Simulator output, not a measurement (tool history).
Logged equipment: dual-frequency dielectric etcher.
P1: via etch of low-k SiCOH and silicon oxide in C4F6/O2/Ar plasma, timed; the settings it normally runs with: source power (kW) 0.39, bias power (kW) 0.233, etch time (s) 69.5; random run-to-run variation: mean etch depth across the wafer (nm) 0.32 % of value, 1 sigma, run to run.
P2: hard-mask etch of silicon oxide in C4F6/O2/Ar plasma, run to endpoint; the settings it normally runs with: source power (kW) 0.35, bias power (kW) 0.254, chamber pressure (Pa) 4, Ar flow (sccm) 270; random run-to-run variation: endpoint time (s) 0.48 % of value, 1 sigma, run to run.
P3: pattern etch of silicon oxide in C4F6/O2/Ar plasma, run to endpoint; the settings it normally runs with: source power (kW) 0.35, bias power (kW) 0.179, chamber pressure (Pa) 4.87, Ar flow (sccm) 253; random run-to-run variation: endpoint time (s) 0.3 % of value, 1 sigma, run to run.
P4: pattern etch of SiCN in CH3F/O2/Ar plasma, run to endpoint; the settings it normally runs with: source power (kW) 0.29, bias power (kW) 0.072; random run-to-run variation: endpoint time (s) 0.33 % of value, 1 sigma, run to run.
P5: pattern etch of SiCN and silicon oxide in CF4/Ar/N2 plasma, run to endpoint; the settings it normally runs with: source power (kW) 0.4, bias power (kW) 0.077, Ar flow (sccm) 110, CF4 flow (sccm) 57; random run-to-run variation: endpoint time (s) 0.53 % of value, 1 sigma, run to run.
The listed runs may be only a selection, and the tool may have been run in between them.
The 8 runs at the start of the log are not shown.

| run | hour | process that ran | source power (kW) | bias power (kW) | etch time (s) | Ar flow (sccm) | CF4 flow (sccm) | chamber pressure (Pa) | mean etch depth across the wafer (nm) | endpoint time (s) |
|---|---|---|---|---|---|---|---|---|---|---|
| 9 | 30.4 | P1 | 0.39 | 0.298 | 69.5 |  |  |  | 225.38 |  |
| 10 | 34.7 | P3 | 0.28 | 0.179 |  | 253 |  | 4.87 |  | 8.9272 |
| 11 | 36.8 | P1 | 0.39 | 0.187 | 69.5 |  |  |  | 193.03 |  |
| 12 | 39.1 | P1 | 0.39 | 0.233 | 41 |  |  |  | 122.66 |  |
| 13 | 41.7 | P1 | 0.39 | 0.233 | 69.5 |  |  |  | 207.56 |  |
| 14 | 44.1 | P4 | 0.29 | 0.072 |  |  |  |  |  | 19.068 |
|  | 47 | bias power generator calibrated |
| 15 | 47.1 | P1 | 0.39 | 0.233 | 69.5 |  |  |  | 207.55 |  |
| 16 | 50.7 | P2 | 0.35 | 0.254 |  | 270 |  | 4 |  | 56.187 |
| 17 | 55.3 | P3 | 0.35 | 0.179 |  | 253 |  | 4.87 |  | 8.1519 |
| 18 | 58.4 | P3 | 0.35 | 0.105 |  | 253 |  | 4.87 |  | 9.5844 |
| 19 | 62.9 | P3 | 0.35 | 0.179 |  | 253 |  | 4.87 |  | 8.1418 |
| 20 | 65 | P3 | 0.35 | 0.179 |  | 253 |  | 3.6 |  | 7.8974 |
| 21 | 68.3 | P3 | 0.35 | 0.179 |  | 354 |  | 4.87 |  | 8.4715 |
| 22 | 71.4 | P1 | 0.53 | 0.316 | 69.5 |  |  |  | 258.86 |  |

Forecast run 23:
| 23 | 75.8 | P5 | 0.4 | 0.077 |  | 110 | 57 |  |  | ? |

endpoint time (s): 13.227

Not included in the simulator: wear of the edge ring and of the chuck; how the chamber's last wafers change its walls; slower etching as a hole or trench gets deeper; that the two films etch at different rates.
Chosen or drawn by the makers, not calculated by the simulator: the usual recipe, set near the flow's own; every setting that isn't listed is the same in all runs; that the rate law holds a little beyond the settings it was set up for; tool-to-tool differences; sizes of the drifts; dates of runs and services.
